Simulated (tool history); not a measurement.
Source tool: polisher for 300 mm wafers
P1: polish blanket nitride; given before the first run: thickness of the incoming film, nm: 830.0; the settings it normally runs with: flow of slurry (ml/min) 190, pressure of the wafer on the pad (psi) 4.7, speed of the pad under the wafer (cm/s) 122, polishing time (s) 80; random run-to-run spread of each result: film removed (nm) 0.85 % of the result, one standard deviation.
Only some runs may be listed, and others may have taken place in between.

run	hour	flow of slurry (ml/min)	pressure of the wafer on the pad (psi)	speed of the pad under the wafer (cm/s)	polishing time (s)	wafers polished on this pad	hours since the slurry nozzle was cleaned	hours since the head pressure was calibrated	film removed (nm)
1	15.3	190	4.7	122	80	228	276.1	208.5	234.41
2	28.1	190	4.7	74	80	370	288.9	221.3	159.78
3	39.6	240	4.7	122	80	499	300.4	232.8	239.57
4	56.6	115	4.7	122	80	689	317.4	249.8	215.72
5	67.5	190	4.7	122	80	810	328.3	260.7	235.04
6	78	190	2.9	122	80	928	338.8	271.2	146.45
7	93.2	190	7.1	122	80	1097	354	286.4	355.01
8	107.8	190	3.2	174	80	1260	368.6	301	210.64
9	117.5	190	4.7	122	52	1369	378.3	310.7	150.68
10	133.8	190	2.8	90	80	1551	394.6	327	107.4
11	149.4	115	6.3	122	80	1725	410.2	342.6	286.64
12	164.9	190	4.7	122	80	1898	425.7	358.1	230.47
13	175.3	190	4.7	122	80	2014	436.1	368.5	233.61
14	190.1	190	4.7	122	80	2179	450.9	383.3	232.47
15	198	190	4.7	122	110	2267	458.8	391.2	318.4
16	205.7	190	4.7	122	80	2353	466.5	398.9	232.82
17	217.9	190	4.7	154	80	2490	478.7	411.1	281
18	233.7	190	4.7	122	80	2666	494.5	426.9	231.28
19	243.3	190	4.7	122	80	2773	504.1	436.5	230.55
20	258.3	190	4.7	122	80	2941	519.1	451.5	224.83
21	271.1	190	4.7	122	80	3084	531.9	464.3	219.44
22	287.7	190	4.7	122	80	3269	548.5	480.9	218.61
# hour 288.1: worn pad replaced by a new one
23	302	190	4.7	122	80	156	562.8	495.2	221.94
24	313.8	190	4.7	122	80	287	574.6	507	220
25	325.5	190	4.7	122	80	418	586.3	518.7	220.2

The log shows P1 creeping away from where it was. Any of the 2 causes listed here, at the size stated for it, fits the log just as well as the others:
A: slurry flow missing at the pad, % = 32.2
B: head's pressure below its setpoint, % = 6.22
At approximately hour 233.7, the process output began to creep.
Each remaining cause and why it is not a fit:
removal rate lost through wear of the pad, %: serviced at hour 288.1, after the change had begun; the process did not return to its earlier output

Consider the 4 check runs below, whose results appear as question marks and each of which averages 3 wafers. Which one distinguishes the causes, in that each cause would give it a clearly different result?
check 1	337.2	190	4.7	150	80				?
check 2	337.2	190	4.7	152	80				?
check 3	337.2	115	4.7	122	80				?
check 4	337.2	190	5.9	122	80				?

Outcome of each check run for each possible cause:
check	result	if A	if B
check 1	film removed (nm)	258.79	258.8
check 2	film removed (nm)	261.55	261.56
check 3	film removed (nm)	193.67	200.94
check 4	film removed (nm)	275.37	275.38
Separation of the two closest causes in each check, using whichever result separates them best: check 1 0 %; check 2 0 %; check 3 3.68 %; check 4 0 %
The other checks would show nearly matching results whichever cause is true, so check 3 is the only one that separates the causes.

Here is what check 3 returned: film removed (nm) 200.78. Which cause is it?

It is B: head's pressure below its setpoint, %.
